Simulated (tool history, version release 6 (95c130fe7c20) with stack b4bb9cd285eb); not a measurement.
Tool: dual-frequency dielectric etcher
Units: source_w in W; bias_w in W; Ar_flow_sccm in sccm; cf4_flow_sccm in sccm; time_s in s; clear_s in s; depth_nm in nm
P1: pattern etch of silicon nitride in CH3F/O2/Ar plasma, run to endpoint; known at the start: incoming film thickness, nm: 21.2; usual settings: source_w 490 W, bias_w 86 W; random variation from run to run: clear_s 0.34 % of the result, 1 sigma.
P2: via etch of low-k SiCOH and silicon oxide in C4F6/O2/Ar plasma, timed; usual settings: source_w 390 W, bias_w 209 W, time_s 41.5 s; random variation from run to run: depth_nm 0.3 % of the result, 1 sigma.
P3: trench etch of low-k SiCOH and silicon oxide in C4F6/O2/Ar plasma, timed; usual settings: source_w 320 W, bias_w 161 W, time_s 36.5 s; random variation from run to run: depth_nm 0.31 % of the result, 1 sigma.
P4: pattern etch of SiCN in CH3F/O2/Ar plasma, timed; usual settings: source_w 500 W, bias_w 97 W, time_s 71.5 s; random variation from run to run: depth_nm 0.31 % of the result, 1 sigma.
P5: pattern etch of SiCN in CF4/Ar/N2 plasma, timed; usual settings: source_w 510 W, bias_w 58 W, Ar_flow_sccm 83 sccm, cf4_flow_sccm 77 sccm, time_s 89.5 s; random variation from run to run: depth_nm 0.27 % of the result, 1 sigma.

run   hour  process  source_w  bias_w  Ar_flow_sccm  cf4_flow_sccm  time_s  clear_s  depth_nm
  1    8.9       P1       490      86                                        27.173
  2   20.9       P1       490      86                                        27.027
  3   31.2       P1       610      86                                         24.88
  4   39.5       P5       650      58            83             77    89.5             105.65
  5   46.5       P5       510      58            83             77    89.5              85.08
  6     56       P2       390     209                                 41.5             102.77
  7   62.6       P1       490      86                                        26.992
  8   69.1       P1       490      60                                         30.49
  9   79.5       P5       510      58            83             77    89.5             85.619
 10   87.3       P4       500      97                                 71.5             31.483
 11   97.2       P5       510      46            83             77    89.5             79.689
 12    110       P1       660     104                                        22.476
 13  115.7       P1       490      86                                        27.002
 14    128       P1       350      86                                        30.557
 15  136.1       P4       500      97                                 71.5             31.547
 16    146       P1       600      72                                        26.502
 17  155.4       P3       320      98                                 36.5             88.522
 18  162.9       P1       600      54                                        29.097
 19  175.5       P2       390     138                                 41.5             89.955
 20  186.5       P5       510      58            83             46    89.5             78.443
 21  193.5       P2       390     209                                   27             66.484
 22  203.3       P5       510      58           101             77    89.5             83.339
 23  209.6       P3       320     161                                 36.5             102.52
 24  220.3       P4       500      97                                 41.5             18.314
     224.1  -- wet clean of the chamber
 25  227.2       P5       510      58            83             77    55.5             52.842
 26  238.4       P4       500     131                                 71.5             35.202
 27  249.9       P3       320     161                                 54.5             152.07
 28  261.1       P4       590      97                                 71.5             33.335
 29  268.9       P2       500     209                                 41.5             112.59
 30  282.1       P3       410     161                                 36.5             112.98
 31  290.2       P1       490      86                                        26.993
 32  302.3       P1       490     102                                        25.477
 33  314.5       P1       490      86                                        26.917
 34    322       P1       490      86                                        27.091
 35  328.6       P1       490      86                                        27.271
 36  336.7       P1       490      86                                        27.383
 37  345.9       P1       490      86                                        27.379
 38  353.4       P1       490      86                                        27.551
     359.5  -- wet clean of the chamber
 39  360.9       P1       490      86                                        27.369
 40  371.5       P1       490      86                                        27.361
 41  379.1       P1       490      86                                        27.567

What P1 gives has crept away from where it was. These 2 causes fit the log equally well, each at the size given:
A: source power that arrives under what is set, % = 4.43
B: bias power that arrives under what is set, % = 4.77
The creep began at about hour 322.
Why every other cause is out:
chamber walls in a state that lowers the etch rate, %: serviced at hour 359.5, which brought nothing back

4 check runs are offered, one wafer each, their results left as question marks. Which one tells the causes apart?
check 1  386.7       P5       510      58            83             77    89.5                  ?
check 2  386.7       P4       500      97                                 71.5                  ?
check 3  386.7       P3       320     161                                 36.5                  ?
check 4  386.7       P2       390     209                                 41.5                  ?

What each check would give under each cause:
  check    result    if A    if B
check 1  depth_nm  81.975  84.057
check 2  depth_nm  30.872  30.836
check 3  depth_nm  100.77  101.01
check 4  depth_nm  100.39  100.55
How far apart the two closest causes lie, in the result that separates them most: check 1 2.51 %; check 2 0.12 %; check 3 0.24 %; check 4 0.16 %
Check 1 tells the causes apart: in the others they would give nearly the same result.

Check 1 was then run and gave: depth_nm 84.191 nm. Which cause is it?

It is B: bias power that arrives under what is set, %.
